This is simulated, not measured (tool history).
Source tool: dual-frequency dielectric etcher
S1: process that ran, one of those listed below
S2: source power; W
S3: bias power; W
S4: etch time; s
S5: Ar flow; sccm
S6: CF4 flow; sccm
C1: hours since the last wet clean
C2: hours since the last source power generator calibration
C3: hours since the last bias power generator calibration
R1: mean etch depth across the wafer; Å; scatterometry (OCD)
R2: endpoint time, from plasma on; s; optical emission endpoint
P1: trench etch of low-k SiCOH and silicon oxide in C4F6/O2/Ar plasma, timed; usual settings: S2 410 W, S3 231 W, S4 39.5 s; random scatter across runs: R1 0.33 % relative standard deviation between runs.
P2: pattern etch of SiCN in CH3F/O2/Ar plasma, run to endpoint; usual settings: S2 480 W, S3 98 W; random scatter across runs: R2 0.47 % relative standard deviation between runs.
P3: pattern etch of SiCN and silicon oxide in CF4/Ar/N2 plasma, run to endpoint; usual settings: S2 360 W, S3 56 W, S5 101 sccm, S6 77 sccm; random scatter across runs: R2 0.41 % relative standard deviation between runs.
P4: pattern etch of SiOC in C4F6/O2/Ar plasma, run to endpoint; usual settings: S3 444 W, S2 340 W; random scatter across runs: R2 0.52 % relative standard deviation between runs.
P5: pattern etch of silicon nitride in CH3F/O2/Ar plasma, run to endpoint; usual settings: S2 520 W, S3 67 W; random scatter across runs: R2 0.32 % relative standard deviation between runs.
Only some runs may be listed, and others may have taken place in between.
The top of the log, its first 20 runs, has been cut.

Run 21, hour 83.4: S1 P5, S2 520 W, S3 67 W; C1 155.3; C2 1704.5; C3 69. Result: R2 28.274 s.
Run 22, hour 87.9: S1 P1, S2 410 W, S3 231 W, S4 28.5 s; C1 159.8; C2 1709; C3 73.5. Result: R1 1016 Å.
Run 23, hour 92.7: S1 P1, S2 410 W, S3 142 W, S4 39.5 s; C1 164.6; C2 1713.8; C3 78.3. Result: R1 1203.4 Å.
Run 24, hour 95.7: S1 P1, S2 550 W, S3 231 W, S4 39.5 s; C1 167.6; C2 1716.8; C3 81.3. Result: R1 1571.5 Å.
Run 25, hour 98.6: S1 P2, S2 480 W, S3 133 W; C1 170.5; C2 1719.7; C3 84.2. Result: R2 21.467 s.
Run 26, hour 102: S1 P2, S2 480 W, S3 98 W; C1 173.9; C2 1723.1; C3 87.6. Result: R2 23.876 s.
Run 27, hour 107: S1 P1, S2 260 W, S3 231 W, S4 39.5 s; C1 178.9; C2 1728.1; C3 92.6. Result: R1 1178.1 Å.
Run 28, hour 110.3: S1 P3, S2 290 W, S3 56 W, S5 101 sccm, S6 77 sccm; C1 182.2; C2 1731.4; C3 95.9. Result: R2 28.968 s.

For run 29, what comes out?
Run 29, hour 113.2: S1 P1, S2 410 W, S3 231 W, S4 39.5 s; C1 185.1; C2 1734.3; C3 98.8. Result: R1 ?.

{"run 29": {"R1": 1396.9}}
